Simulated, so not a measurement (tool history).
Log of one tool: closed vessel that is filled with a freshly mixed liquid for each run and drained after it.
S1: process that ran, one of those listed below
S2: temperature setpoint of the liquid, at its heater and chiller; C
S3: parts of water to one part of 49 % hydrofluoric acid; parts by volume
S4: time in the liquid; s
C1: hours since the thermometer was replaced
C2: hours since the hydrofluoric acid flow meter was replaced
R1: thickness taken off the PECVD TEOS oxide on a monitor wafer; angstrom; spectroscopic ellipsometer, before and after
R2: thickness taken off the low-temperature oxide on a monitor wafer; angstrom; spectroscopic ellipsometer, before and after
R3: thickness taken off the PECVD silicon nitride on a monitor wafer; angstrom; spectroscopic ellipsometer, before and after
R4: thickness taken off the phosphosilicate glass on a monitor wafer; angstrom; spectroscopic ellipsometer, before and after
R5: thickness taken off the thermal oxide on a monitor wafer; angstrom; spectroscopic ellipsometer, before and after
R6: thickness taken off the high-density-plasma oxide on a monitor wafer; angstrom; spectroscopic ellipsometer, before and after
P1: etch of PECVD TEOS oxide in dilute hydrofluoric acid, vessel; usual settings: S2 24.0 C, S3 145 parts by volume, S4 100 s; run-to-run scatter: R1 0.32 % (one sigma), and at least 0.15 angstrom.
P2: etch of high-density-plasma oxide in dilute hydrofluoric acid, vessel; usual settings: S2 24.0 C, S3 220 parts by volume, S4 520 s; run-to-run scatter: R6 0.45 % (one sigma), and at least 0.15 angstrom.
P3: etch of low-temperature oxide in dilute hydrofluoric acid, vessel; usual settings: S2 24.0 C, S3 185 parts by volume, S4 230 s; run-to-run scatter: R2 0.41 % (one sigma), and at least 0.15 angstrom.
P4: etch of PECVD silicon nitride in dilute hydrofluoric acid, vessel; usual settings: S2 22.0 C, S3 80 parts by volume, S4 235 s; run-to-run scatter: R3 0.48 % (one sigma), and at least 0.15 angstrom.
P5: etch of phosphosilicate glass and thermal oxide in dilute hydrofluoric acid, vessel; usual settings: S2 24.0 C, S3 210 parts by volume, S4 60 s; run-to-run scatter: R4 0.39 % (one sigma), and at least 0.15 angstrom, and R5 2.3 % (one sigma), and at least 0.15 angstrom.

run   hour  S1    S2   S3   S4      C1     C2       R1       R2       R3       R4       R5       R6
  1    6.8  P1  24.0  145  100  1573.0  440.2   83.543
  2   12.8  P3  24.0  185  365  1579.0  446.2            351.59
  3   19.3  P1  24.0   85  100  1585.5  452.7  153.630
  4   23.6  P4  22.0   80  235  1589.8  457.0                     91.176
  5   29.6  P5  30.5  210   60  1595.8  463.0                             186.740  14.3130
  6   34.6  P5  24.0  210   60  1600.8  468.0                             147.510  11.9330
  7   39.0  P3  24.0  185  230  1605.2  472.4            222.73
      40.7  -- thermometer replaced
  8   46.2  P1  17.5  145   30     5.5  479.6   19.297
  9   51.5  P1  24.0  145  180    10.8  484.9  150.390
 10   58.1  P2  32.5  220  520    17.4  491.5                                               140.780
 11   62.4  P1  24.0   55  175    21.7  495.8  432.870
 12   68.6  P5  24.0  210   60    27.9  502.0                             148.380  12.1310
 13   73.4  P2  24.0  310  520    32.7  506.8                                                68.459
 14   77.7  P4  17.0   80  235    37.0  511.1                     64.337
 15   81.1  P1  17.5  145  100    40.4  514.5   64.411
 16   87.3  P4  22.0   20  235    46.6  520.7                    348.400
 17   92.6  P3  24.0   45  230    51.9  526.0           1082.80
 18   97.8  P1  24.0  145  100    57.1  531.2   83.386
 19  102.9  P4  22.0   80  455    62.2  536.3                    177.000
 20  106.4  P1  24.0  145   30    65.7  539.8   24.886
 21  109.7  P1  24.0  145  100    69.0  543.1   83.548
 22  115.2  P1  24.0  145  100    74.5  548.6   83.608
 23  121.4  P3  17.0  185  230    80.7  554.8            169.51
 24  126.7  P5  24.0  375   60    86.0  560.1                              70.349   5.4353
 25  130.4  P2  24.0  220  520    89.7  563.8                                               105.320
 26  135.3  P2  24.0  220  950    94.6  568.7                                               190.910
 27  141.7  P5  24.0  210  115   101.0  575.1                             283.780  22.8350
 28  147.7  P1  24.0  215  100   107.0  581.1   52.083
 29  151.2  P1  30.0  145  100   110.5  584.6  104.160
 30  157.5  P1  17.0  145   30   116.8  590.9   19.100
 31  164.7  P1  24.0  145  100   124.0  598.1   83.725
 32  171.8  P1  24.0  145  100   131.1  605.2   83.813
 33  178.4  P1  24.0  145  100   137.7  611.8   86.556
 34  182.8  P1  24.0  145  100   142.1  616.2   87.368
 35  188.6  P1  24.0  145  100   147.9  622.0   88.535
 36  194.0  P1  24.0  145  100   153.3  627.4   89.822
 37  198.2  P1  24.0  145  100   157.5  631.6   90.492
 38  202.9  P1  24.0  145  100   162.2  636.3   90.692
 39  208.8  P1  24.0  145  100   168.1  642.2   91.301
 40  215.0  P1  24.0  145  100   174.3  648.4   91.818
 41  221.4  P1  24.0  145  100   180.7  654.8   91.430
 42  226.3  P1  24.0  145  100   185.6  659.7   91.764
 43  231.9  P1  24.0  145  100   191.2  665.3   91.531

What P1 gives has crept away from where it was. These 2 causes fit the log equally well, each at the size given:
A: liquid hotter than its thermometer reads (K) = 2.45
B: hydrofluoric acid flow above the setpoint (%) = 8.31
The creep began at about hour 171.8.

4 check runs are offered, one wafer each, their results left as question marks. Which one tells the causes apart?
check 1  237.5  P2  24.0  220  520                               ?
check 2  237.5  P5  24.0  210   60                       ?   ?
check 3  237.5  P4  22.0   80  235                   ?
check 4  237.5  P3  24.0  185  230               ?

What each check would give under each cause:
  check  result     if A     if B
check 1      R6  114.770  115.880
check 2      R4  161.640  163.000
check 2      R5  13.1450  13.2550
check 3      R3  107.200   98.401
check 4      R2   243.17   244.44
How far apart the two closest causes lie, in the result that separates them most: check 1 0.96 %; check 2 0.84 %; check 3 8.56 %; check 4 0.52 %
Check 3 tells the causes apart: in the others they would give nearly the same result.

Then check 3 was run and gave: R3 106.930 angstrom. Which cause is it?

It is A: liquid hotter than its thermometer reads (K).

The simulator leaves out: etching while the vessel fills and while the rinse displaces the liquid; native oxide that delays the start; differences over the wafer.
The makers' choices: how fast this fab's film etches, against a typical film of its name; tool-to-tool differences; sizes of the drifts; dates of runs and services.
